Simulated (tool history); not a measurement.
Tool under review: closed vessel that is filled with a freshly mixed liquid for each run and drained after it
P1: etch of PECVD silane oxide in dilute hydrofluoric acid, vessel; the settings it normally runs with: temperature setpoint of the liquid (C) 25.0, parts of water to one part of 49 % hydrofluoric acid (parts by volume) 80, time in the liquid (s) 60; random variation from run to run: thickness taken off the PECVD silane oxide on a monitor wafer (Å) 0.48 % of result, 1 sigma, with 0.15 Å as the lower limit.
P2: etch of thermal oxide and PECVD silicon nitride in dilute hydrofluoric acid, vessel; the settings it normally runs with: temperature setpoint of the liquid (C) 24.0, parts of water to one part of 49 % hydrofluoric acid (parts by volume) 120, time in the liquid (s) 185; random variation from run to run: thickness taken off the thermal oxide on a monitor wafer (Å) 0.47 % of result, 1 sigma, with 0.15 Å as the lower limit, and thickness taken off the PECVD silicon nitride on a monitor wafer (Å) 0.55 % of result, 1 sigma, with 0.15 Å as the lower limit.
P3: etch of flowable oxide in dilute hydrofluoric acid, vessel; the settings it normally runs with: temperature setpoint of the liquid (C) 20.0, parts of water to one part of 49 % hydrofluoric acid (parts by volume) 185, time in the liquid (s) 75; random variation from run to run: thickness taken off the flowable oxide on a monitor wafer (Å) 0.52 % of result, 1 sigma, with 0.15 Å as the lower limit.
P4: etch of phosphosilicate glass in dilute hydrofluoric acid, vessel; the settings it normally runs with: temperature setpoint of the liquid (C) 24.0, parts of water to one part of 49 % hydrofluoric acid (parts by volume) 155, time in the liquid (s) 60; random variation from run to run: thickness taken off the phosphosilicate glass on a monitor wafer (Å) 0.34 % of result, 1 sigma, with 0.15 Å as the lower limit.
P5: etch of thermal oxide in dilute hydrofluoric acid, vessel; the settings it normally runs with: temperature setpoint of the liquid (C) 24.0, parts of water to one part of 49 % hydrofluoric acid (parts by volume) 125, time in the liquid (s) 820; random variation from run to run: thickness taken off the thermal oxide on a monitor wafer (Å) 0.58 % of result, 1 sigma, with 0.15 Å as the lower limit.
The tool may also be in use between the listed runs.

run,hour,process that ran,temperature setpoint of the liquid (C),parts of water to one part of 49 % hydrofluoric acid (parts by volume),time in the liquid (s),hours since the thermometer was replaced,hours since the hydrofluoric acid flow meter was replaced,thickness taken off the PECVD silane oxide on a monitor wafer (Å),thickness taken off the thermal oxide on a monitor wafer (Å),thickness taken off the PECVD silicon nitride on a monitor wafer (Å),thickness taken off the flowable oxide on a monitor wafer (Å),thickness taken off the phosphosilicate glass on a monitor wafer (Å)
1,5.4,P1,25.0,80,60,511.5,587.4,396.03,,,,
2,11.2,P1,25.0,80,60,517.3,593.2,395.45,,,,
3,18.4,P5,24.0,125,820,524.5,600.4,,285.530,,,
4,26.3,P1,25.0,80,30,532.4,608.3,197.82,,,,
# hour 27.2: hydrofluoric acid flow meter replaced
5,30.0,P1,33.0,80,60,536.1,2.8,536.40,,,,
6,38.5,P2,24.0,120,185,544.6,11.3,,66.387,44.885,,
7,44.5,P5,24.0,60,820,550.6,17.3,,645.090,,,
8,48.4,P1,25.0,80,60,554.5,21.2,396.77,,,,
9,53.8,P3,24.0,185,75,559.9,26.6,,,,158.690,
10,58.1,P4,24.0,155,60,564.2,30.9,,,,,316.83
11,66.5,P4,17.0,155,60,572.6,39.3,,,,,238.14
12,72.3,P5,24.0,125,820,578.4,45.1,,288.590,,,
13,76.4,P1,25.0,135,60,582.5,49.2,221.41,,,,
14,81.0,P1,25.0,80,60,587.1,53.8,396.01,,,,
15,88.2,P4,24.0,230,60,594.3,61.0,,,,,195.70
16,93.5,P2,17.0,120,185,599.6,66.3,,49.936,28.264,,
17,99.5,P4,24.0,155,60,605.6,72.3,,,,,314.46
18,103.9,P4,24.0,155,30,610.0,76.7,,,,,157.68
19,108.2,P3,20.0,185,150,614.3,81.0,,,,268.140,
20,112.0,P3,20.0,185,75,618.1,84.8,,,,135.320,
21,115.9,P1,17.0,80,60,622.0,88.7,284.92,,,,
22,123.9,P5,24.0,125,1450,630.0,96.7,,516.370,,,
23,129.7,P3,20.0,325,75,635.8,102.5,,,,67.777,
24,135.9,P5,17.5,125,820,642.0,108.7,,220.880,,,
25,139.9,P1,25.0,80,60,646.0,112.7,397.43,,,,
26,144.5,P1,25.0,35,60,650.6,117.3,968.07,,,,
27,148.7,P1,30.0,135,60,654.8,121.5,264.70,,,,
28,153.9,P1,25.0,80,95,660.0,126.7,627.18,,,,
29,162.4,P1,25.0,80,60,668.5,135.2,393.95,,,,
30,166.5,P2,24.0,120,70,672.6,139.3,,25.027,17.169,,
31,174.1,P2,24.0,20,185,680.2,146.9,,455.470,261.150,,
32,179.9,P1,25.0,80,60,686.0,152.7,398.84,,,,
33,186.6,P1,25.0,80,60,692.7,159.4,397.56,,,,
34,190.8,P1,25.0,80,60,696.9,163.6,392.35,,,,
35,195.8,P1,25.0,80,60,701.9,168.6,385.95,,,,
36,201.4,P1,25.0,80,60,707.5,174.2,380.92,,,,
37,205.7,P1,25.0,80,60,711.8,178.5,380.87,,,,
38,210.8,P1,25.0,80,60,716.9,183.6,380.55,,,,
39,217.4,P1,25.0,80,60,723.5,190.2,373.77,,,,
40,224.5,P1,25.0,80,60,730.6,197.3,375.32,,,,
41,232.6,P1,25.0,80,60,738.7,205.4,373.69,,,,
42,239.5,P1,25.0,80,60,745.6,212.3,372.00,,,,
43,245.5,P1,25.0,80,60,751.6,218.3,371.16,,,,
44,253.2,P1,25.0,80,60,759.3,226.0,373.28,,,,

Something has made what P1 gives creep away from where it was; the 2 causes below, each at its own stated size, fit the log equally well:
A: hydrofluoric acid flow below the setpoint (%) = 5.81
B: liquid colder than its thermometer reads (K) = 1.66
The gradual shift began around hour 186.6.

Each of the 4 check runs below uses one wafer; its results are left as question marks. Which run tells the causes apart?
check 1,260.9,P4,18.0,155,60,,,,,,,?
check 2,260.9,P2,18.5,45,185,,,,?,?,,
check 3,260.9,P5,24.0,75,820,,,,?,,,
check 4,260.9,P3,20.0,270,140,,,,,,?,

Expected result of each check under each candidate cause:
check,result,if A,if B
check 1,thickness taken off the phosphosilicate glass on a monitor wafer (Å),232.22,232.56
check 2,thickness taken off the thermal oxide on a monitor wafer (Å),145.070,143.790
check 2,thickness taken off the PECVD silicon nitride on a monitor wafer (Å),76.941,72.497
check 3,thickness taken off the thermal oxide on a monitor wafer (Å),477.270,476.470
check 4,thickness taken off the flowable oxide on a monitor wafer (Å),148.160,150.060
How far apart the two closest causes lie, in the result that separates them most: check 1 0.15 %; check 2 5.95 %; check 3 0.17 %; check 4 1.28 %
Of the check runs offered, only check 2 discriminates between the causes; the rest would read about the same regardless of which cause applies.

Running check 2 produced the following: thickness taken off the thermal oxide on a monitor wafer (Å) 144.470; thickness taken off the PECVD silicon nitride on a monitor wafer (Å) 76.934. Which one of the listed causes fits?

Of the candidate causes, it is A: hydrofluoric acid flow below the setpoint (%).
